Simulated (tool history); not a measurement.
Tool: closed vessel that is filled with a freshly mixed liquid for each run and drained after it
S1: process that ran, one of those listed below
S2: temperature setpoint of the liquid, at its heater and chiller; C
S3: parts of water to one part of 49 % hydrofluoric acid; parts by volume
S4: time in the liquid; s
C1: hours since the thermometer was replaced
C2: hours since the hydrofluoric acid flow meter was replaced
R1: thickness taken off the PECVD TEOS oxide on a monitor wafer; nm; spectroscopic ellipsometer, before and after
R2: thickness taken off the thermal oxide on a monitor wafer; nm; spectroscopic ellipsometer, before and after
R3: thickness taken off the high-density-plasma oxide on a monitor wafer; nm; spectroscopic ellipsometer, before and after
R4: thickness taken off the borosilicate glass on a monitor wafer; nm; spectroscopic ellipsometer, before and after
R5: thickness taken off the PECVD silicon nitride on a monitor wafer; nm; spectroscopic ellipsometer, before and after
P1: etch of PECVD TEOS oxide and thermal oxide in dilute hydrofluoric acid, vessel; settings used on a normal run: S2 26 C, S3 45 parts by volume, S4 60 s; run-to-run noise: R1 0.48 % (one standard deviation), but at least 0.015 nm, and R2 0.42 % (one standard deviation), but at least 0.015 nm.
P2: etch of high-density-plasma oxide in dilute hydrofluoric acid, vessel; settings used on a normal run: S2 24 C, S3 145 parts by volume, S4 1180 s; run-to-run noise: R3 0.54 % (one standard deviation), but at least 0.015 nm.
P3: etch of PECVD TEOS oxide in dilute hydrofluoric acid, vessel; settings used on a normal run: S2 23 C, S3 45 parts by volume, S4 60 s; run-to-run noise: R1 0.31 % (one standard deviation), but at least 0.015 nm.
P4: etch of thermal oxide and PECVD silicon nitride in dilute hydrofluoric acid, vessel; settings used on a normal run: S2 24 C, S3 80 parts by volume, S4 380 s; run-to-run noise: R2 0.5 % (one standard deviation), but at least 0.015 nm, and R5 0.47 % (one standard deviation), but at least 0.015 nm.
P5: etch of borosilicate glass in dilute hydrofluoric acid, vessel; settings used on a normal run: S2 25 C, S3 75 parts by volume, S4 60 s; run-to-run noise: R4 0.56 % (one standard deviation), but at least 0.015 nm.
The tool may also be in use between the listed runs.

run	day	S1	S2	S3	S4	C1	C2	R1	R2	R3	R4	R5
1	0.129	P1	26	45	60	487	265.8	31.812	7.6426			
2	0.254	P2	24	145	1180	490	268.8			38.261		
3	0.45	P2	24	145	660	494.7	273.5			21.602		
4	0.625	P5	25	25	60	498.9	277.7				57.732	
5	0.825	P3	23	45	60	503.7	282.5	17.526				
6	1.079	P5	25	75	30	509.8	288.6				8.9822	
7	1.275	P4	24	80	755	514.5	293.3		42.504			51.867
8	1.408	P1	26	65	60	517.7	296.5	21.53	5.1558			
9	1.658	P4	24	80	380	523.7	302.5		21.128			26.145
10	1.792	P3	23	45	60	526.9	305.7	17.66				
11	2.046	P1	26	45	60	533	311.8	31.59	7.6931			
12	2.3	P1	26	45	30	539.1	317.9	15.817	3.8402			
13	2.446	P1	18.5	45	60	542.6	321.4	23.115	5.6032			
14	2.6	P3	23	45	30	546.3	325.1	8.7635				
15	2.779	P1	26	45	60	550.6	329.4	31.591	7.6313			
16	2.979	P2	24	90	1180	555.4	334.2			66.454		
17	3.2	P3	29.5	45	60	560.7	339.5	22.64				
18	3.429	P1	26	45	60	566.2	345	31.903	7.6276			
19	3.575	P1	26	45	60	569.7	348.5	32.079	7.6795			
20	3.704	P1	26	60	90	572.8	351.6	34.857	8.4456			
21	3.917	P3	23	20	60	577.9	356.7	40.885				
22	4.079	P2	17	145	1180	581.8	360.6			29.128		
23	4.267	P1	26	45	60	586.3	365.1	31.981	7.7295			
24	4.421	P5	25	75	60	590	368.8				17.871	
25	4.696	P4	18	80	380	596.6	375.4		16.713			17.278
26	4.871	P4	24	20	380	600.8	379.6		92.263			100.08
27	5.092	P5	20.5	75	60	606.1	384.9				14.894	
28	5.212	P1	26	45	95	609	387.8	50.355	12.052			
29	5.417	P1	31.5	45	60	613.9	392.7	39.382	9.5225			
30	5.667	P1	31.5	45	100	619.9	398.7	65.945	15.894			
31	5.85	P5	25	75	60	624.3	403.1				18.06	
32	6.025	P1	26	30	60	628.5	407.3	48.321	11.73			
33	6.204	P1	26	45	60	632.8	411.6	31.681	7.6928			
34	6.454	P1	26	45	60	638.8	417.6	33.156	7.9598			
35	6.7	P1	26	45	60	644.7	423.5	33.545	8.131			
36	6.825	P1	26	45	60	647.7	426.5	34.276	8.1375			
37	7.05	P1	26	45	60	653.1	431.9	34.301	8.2733			
38	7.225	P1	26	45	60	657.3	436.1	34.917	8.3309			
39	7.454	P1	26	45	60	662.8	441.6	34.711	8.3345			
40	7.621	P1	26	45	60	666.8	445.6	34.852	8.383			
41	7.754	P1	26	45	60	670	448.8	34.499	8.4064			
42	7.904	P1	26	45	60	673.6	452.4	34.852	8.3498			

The log shows P1 creeping away from where it was. Any of the 2 causes listed here, at the size stated for it, fits the log just as well as the others:
A: liquid hotter than its thermometer reads (K) = 2.23
B: hydrofluoric acid flow above the setpoint (%) = 8.81
Onset of the creep was near day 6.204.

Consider the 4 single-wafer check runs listed below, results given as question marks: which one distinguishes between the causes by giving clearly different results for each?
check 1	8.054	P5	25	75	60						?	
check 2	8.054	P2	24	145	1180					?		
check 3	8.054	P3	23	45	60			?				
check 4	8.054	P4	24	80	380				?			?

What each check would give under each cause:
check	result	if A	if B
check 1	R4	19.598	19.676
check 2	R3	42.128	42.698
check 3	R1	19.232	19.175
check 4	R2	23.327	23.418
check 4	R5	30.106	28.245
Per check, the gap between the least separated pair of causes, taken in the result that splits them most: check 1 0.4 %; check 2 1.35 %; check 3 0.3 %; check 4 6.38 %
Check 4 distinguishes between the causes, while the remaining checks would return nearly the same result for all of them.

Check 4 has now been run. It gave: R2 23.124 nm; R5 30.206 nm. Which of the candidate causes is it?

Of the candidate causes, it is A: liquid hotter than its thermometer reads (K).
